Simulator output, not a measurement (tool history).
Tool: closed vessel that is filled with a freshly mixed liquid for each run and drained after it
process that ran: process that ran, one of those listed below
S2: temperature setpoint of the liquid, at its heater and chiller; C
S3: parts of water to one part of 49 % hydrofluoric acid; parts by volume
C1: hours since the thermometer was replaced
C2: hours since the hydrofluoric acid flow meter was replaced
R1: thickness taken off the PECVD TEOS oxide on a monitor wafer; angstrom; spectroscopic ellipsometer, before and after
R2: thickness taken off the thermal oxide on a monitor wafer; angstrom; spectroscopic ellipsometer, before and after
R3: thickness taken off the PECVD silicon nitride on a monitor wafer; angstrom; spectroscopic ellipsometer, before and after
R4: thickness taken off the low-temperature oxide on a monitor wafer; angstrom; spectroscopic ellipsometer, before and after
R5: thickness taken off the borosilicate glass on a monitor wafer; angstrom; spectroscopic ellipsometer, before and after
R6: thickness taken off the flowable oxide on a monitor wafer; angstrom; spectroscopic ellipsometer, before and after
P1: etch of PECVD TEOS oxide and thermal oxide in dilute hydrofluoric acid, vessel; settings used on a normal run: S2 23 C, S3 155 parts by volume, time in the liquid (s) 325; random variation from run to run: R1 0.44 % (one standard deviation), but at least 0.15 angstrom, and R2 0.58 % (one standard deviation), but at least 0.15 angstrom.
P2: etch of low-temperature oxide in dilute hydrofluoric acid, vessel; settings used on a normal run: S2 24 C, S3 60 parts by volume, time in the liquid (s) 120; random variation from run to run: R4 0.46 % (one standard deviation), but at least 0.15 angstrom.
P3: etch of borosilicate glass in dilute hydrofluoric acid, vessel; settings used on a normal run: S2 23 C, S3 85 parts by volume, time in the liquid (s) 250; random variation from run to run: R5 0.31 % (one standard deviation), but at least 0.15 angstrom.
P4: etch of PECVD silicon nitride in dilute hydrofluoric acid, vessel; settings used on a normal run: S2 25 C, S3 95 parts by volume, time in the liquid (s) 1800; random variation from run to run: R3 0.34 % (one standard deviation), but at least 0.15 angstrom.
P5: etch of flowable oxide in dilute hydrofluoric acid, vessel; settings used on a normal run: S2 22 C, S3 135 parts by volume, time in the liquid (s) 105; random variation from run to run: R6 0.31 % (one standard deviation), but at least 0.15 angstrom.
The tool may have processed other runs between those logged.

run 1 hour=12.1 | process_that_ran=P1 S2=23 S3=155 time_in_the_liquid_(s)=325 | C1=1388.1 C2=343.7 | R1=547.24 R2=84.678
run 2 hour=25 | process_that_ran=P4 S2=29 S3=95 time_in_the_liquid_(s)=1800 | C1=1401 C2=356.6 | R3=446.3
run 3 hour=33.8 | process_that_ran=P1 S2=23 S3=155 time_in_the_liquid_(s)=325 | C1=1409.8 C2=365.4 | R1=544.51 R2=84.534
run 4 hour=46.3 | process_that_ran=P2 S2=24 S3=60 time_in_the_liquid_(s)=70 | C1=1422.3 C2=377.9 | R4=253.92
run 5 hour=54.8 | process_that_ran=P3 S2=23 S3=85 time_in_the_liquid_(s)=470 | C1=1430.8 C2=386.4 | R5=1092
run 6 hour=63.7 | process_that_ran=P1 S2=23 S3=155 time_in_the_liquid_(s)=325 | C1=1439.7 C2=395.3 | R1=547.29 R2=84.098
run 7 hour=75.6 | process_that_ran=P2 S2=24 S3=60 time_in_the_liquid_(s)=120 | C1=1451.6 C2=407.2 | R4=433.13
run 8 hour=88.5 | process_that_ran=P1 S2=23 S3=155 time_in_the_liquid_(s)=325 | C1=1464.5 C2=420.1 | R1=547.25 R2=84.702
run 9 hour=103.8 | process_that_ran=P4 S2=25 S3=95 time_in_the_liquid_(s)=460 | C1=1479.8 C2=435.4 | R3=87.954
run 10 hour=112.9 | process_that_ran=P1 S2=29.5 S3=60 time_in_the_liquid_(s)=325 | C1=1488.9 C2=444.5 | R1=2044 R2=315.2
run 11 hour=123.6 | process_that_ran=P1 S2=23 S3=155 time_in_the_liquid_(s)=325 | C1=1499.6 C2=455.2 | R1=542.44 R2=84.525
run 12 hour=138.4 | process_that_ran=P2 S2=30.5 S3=60 time_in_the_liquid_(s)=120 | C1=1514.4 C2=470 | R4=562.3
run 13 hour=153.2 | process_that_ran=P3 S2=17 S3=85 time_in_the_liquid_(s)=250 | C1=1529.2 C2=484.8 | R5=451.96
run 14 hour=165 | process_that_ran=P4 S2=25 S3=95 time_in_the_liquid_(s)=1800 | C1=1541 C2=496.6 | R3=345.72
run 15 hour=174.7 | process_that_ran=P5 S2=18 S3=135 time_in_the_liquid_(s)=105 | C1=1550.7 C2=506.3 | R6=294.98
run 16 hour=184.5 | process_that_ran=P1 S2=30.5 S3=155 time_in_the_liquid_(s)=325 | C1=1560.5 C2=516.1 | R1=720.16 R2=109.81
-- hour=189.2 thermometer replaced
run 17 hour=192.5 | process_that_ran=P1 S2=17 S3=280 time_in_the_liquid_(s)=325 | C1=3.3 C2=524.1 | R1=214.27 R2=32.881
run 18 hour=201.1 | process_that_ran=P1 S2=23 S3=225 time_in_the_liquid_(s)=325 | C1=11.9 C2=532.7 | R1=347.81 R2=54.134
run 19 hour=212.4 | process_that_ran=P1 S2=23 S3=155 time_in_the_liquid_(s)=150 | C1=23.2 C2=544 | R1=251.62 R2=38.829
run 20 hour=221 | process_that_ran=P1 S2=23 S3=155 time_in_the_liquid_(s)=485 | C1=31.8 C2=552.6 | R1=807.13 R2=126.45
run 21 hour=231.2 | process_that_ran=P5 S2=22 S3=135 time_in_the_liquid_(s)=105 | C1=42 C2=562.8 | R6=346.16
run 22 hour=246.6 | process_that_ran=P3 S2=23 S3=85 time_in_the_liquid_(s)=250 | C1=57.4 C2=578.2 | R5=577.4
run 23 hour=262 | process_that_ran=P5 S2=22 S3=135 time_in_the_liquid_(s)=105 | C1=72.8 C2=593.6 | R6=345.02
run 24 hour=269.8 | process_that_ran=P4 S2=25 S3=35 time_in_the_liquid_(s)=1800 | C1=80.6 C2=601.4 | R3=917.89
run 25 hour=284.4 | process_that_ran=P2 S2=24 S3=85 time_in_the_liquid_(s)=120 | C1=95.2 C2=616 | R4=295.47
run 26 hour=295.9 | process_that_ran=P1 S2=18 S3=35 time_in_the_liquid_(s)=325 | C1=106.7 C2=627.5 | R1=2268.1 R2=349.48

Expected results for the next run?
run 27 hour=306.8 | process_that_ran=P3 S2=23 S3=45 time_in_the_liquid_(s)=250 | C1=117.6 C2=638.4 | R5=?

R5: 1146.2 angstrom

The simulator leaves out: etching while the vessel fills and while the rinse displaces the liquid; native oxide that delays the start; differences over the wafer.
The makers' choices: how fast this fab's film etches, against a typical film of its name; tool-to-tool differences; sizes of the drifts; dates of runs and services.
